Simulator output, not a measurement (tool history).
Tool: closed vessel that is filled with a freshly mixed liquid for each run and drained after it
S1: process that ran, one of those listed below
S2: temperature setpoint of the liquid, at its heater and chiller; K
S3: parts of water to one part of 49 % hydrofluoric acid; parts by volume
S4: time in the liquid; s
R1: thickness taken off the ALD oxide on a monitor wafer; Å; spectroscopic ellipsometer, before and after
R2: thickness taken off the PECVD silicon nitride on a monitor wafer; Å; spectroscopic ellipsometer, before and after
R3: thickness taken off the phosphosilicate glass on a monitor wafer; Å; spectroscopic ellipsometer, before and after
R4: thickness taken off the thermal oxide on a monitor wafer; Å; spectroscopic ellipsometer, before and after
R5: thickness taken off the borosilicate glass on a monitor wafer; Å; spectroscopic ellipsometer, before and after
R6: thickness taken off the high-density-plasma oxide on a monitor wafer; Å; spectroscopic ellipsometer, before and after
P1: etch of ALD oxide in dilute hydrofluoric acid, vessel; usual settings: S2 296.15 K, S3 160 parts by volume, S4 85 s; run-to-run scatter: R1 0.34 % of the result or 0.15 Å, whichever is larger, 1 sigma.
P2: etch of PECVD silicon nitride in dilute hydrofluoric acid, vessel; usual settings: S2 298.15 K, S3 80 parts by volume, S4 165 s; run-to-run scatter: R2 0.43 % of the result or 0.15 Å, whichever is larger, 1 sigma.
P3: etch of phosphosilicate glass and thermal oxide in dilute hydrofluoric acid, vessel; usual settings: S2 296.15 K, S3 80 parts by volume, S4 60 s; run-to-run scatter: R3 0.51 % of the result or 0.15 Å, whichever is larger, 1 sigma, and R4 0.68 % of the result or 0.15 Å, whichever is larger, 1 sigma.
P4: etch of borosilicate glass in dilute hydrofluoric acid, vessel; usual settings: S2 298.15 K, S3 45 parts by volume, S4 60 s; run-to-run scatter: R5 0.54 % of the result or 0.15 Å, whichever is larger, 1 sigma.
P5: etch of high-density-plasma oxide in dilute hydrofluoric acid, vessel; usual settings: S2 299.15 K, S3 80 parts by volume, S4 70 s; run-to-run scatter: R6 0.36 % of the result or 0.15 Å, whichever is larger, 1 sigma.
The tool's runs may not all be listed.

run   hour  S1      S2   S3   S4       R1       R2       R3      R4      R5       R6
  1    7.1  P1  296.15  160   85   64.037
  2   11.1  P2  298.15   80  165            72.191
  3   16.5  P1  296.15  160   85   64.634
  4   21.0  P3  296.15   80   30                     577.77  17.308
  5   27.6  P1  296.15  225   85   42.797
  6   35.3  P1  303.15  160   85   83.236
  7   41.4  P1  296.15   55   85  211.730
  8   46.0  P4  298.15   45   60                                     387.67
  9   49.9  P1  296.15  160   30   22.458
 10   54.8  P1  296.15  160   85   64.161
 11   60.8  P5  293.15   80   70                                              73.292
 12   65.8  P5  299.15   80  135                                             179.730
 13   70.2  P4  298.15   45  115                                     740.53
 14   74.7  P4  298.15   45   60                                     386.57
 15   82.3  P1  296.15  220   30   15.651
 16   86.2  P5  299.15   45   70                                             174.130
 17   94.1  P4  298.15   20   60                                     899.99
 18  101.6  P4  303.15   45   60                                     471.01
 19  108.3  P1  296.15  160   85   64.114
 20  113.2  P3  300.15   80   60                    1347.40  41.750
 21  117.5  P3  296.15  135   60                     637.86  19.740
 22  123.0  P2  291.65   80  165            46.391
 23  128.6  P1  296.15  160   85   64.705
 24  133.8  P2  298.15   80  255           112.080
 25  141.1  P3  296.15   80   60                    1156.30  34.807
 26  147.3  P2  298.15   80  165            72.183
 27  152.6  P1  296.15  160   85   64.097
 28  159.6  P1  296.15  160  125   94.503
 29  165.2  P5  299.15   80   70                                              92.784
 30  172.4  P2  298.15  140  165            41.524
 31  177.0  P1  291.65  160   85   53.754
 32  181.4  P1  296.15  160   85   63.934
 33  188.3  P1  296.15  160   85   63.617
 34  193.5  P1  296.15  160   85   62.611
 35  200.4  P1  296.15  160   85   61.660
 36  206.1  P1  296.15  160   85   61.141
 37  212.6  P1  296.15  160   85   61.345
 38  217.2  P1  296.15  160   85   61.252
 39  221.0  P1  296.15  160   85   60.517
 40  227.1  P1  296.15  160   85   60.783
 41  233.4  P1  296.15  160   85   60.803

What P1 gives has crept away from where it was. These 2 causes fit the log equally well, each at the size given:
A: hydrofluoric acid flow below the setpoint (%) = 4.54
B: liquid colder than its thermometer reads (K) = 1.42
The creep began at about hour 181.4.

4 check runs are offered, one wafer each, their results left as question marks. Which one tells the causes apart?
check 1  239.7  P2  298.15  140  165       ?
check 2  239.7  P4  298.15   25   80                   ?
check 3  239.7  P5  299.15   80  135                       ?
check 4  239.7  P3  296.15  130   60           ?   ?

What each check would give under each cause:
  check  result     if A     if B
check 1      R2   39.536   37.774
check 2      R5   907.96   897.66
check 3      R6  170.510  169.650
check 4      R3   634.22   632.66
check 4      R4   19.187   19.139
How far apart the two closest causes lie, in the result that separates them most: check 1 4.56 %; check 2 1.14 %; check 3 0.5 %; check 4 0.25 %
Only check 1 tells the causes apart: in the others they would give nearly the same result.

Check 1 was then run and gave: R2 39.406 Å. Which cause is it?

It is A: hydrofluoric acid flow below the setpoint (%).
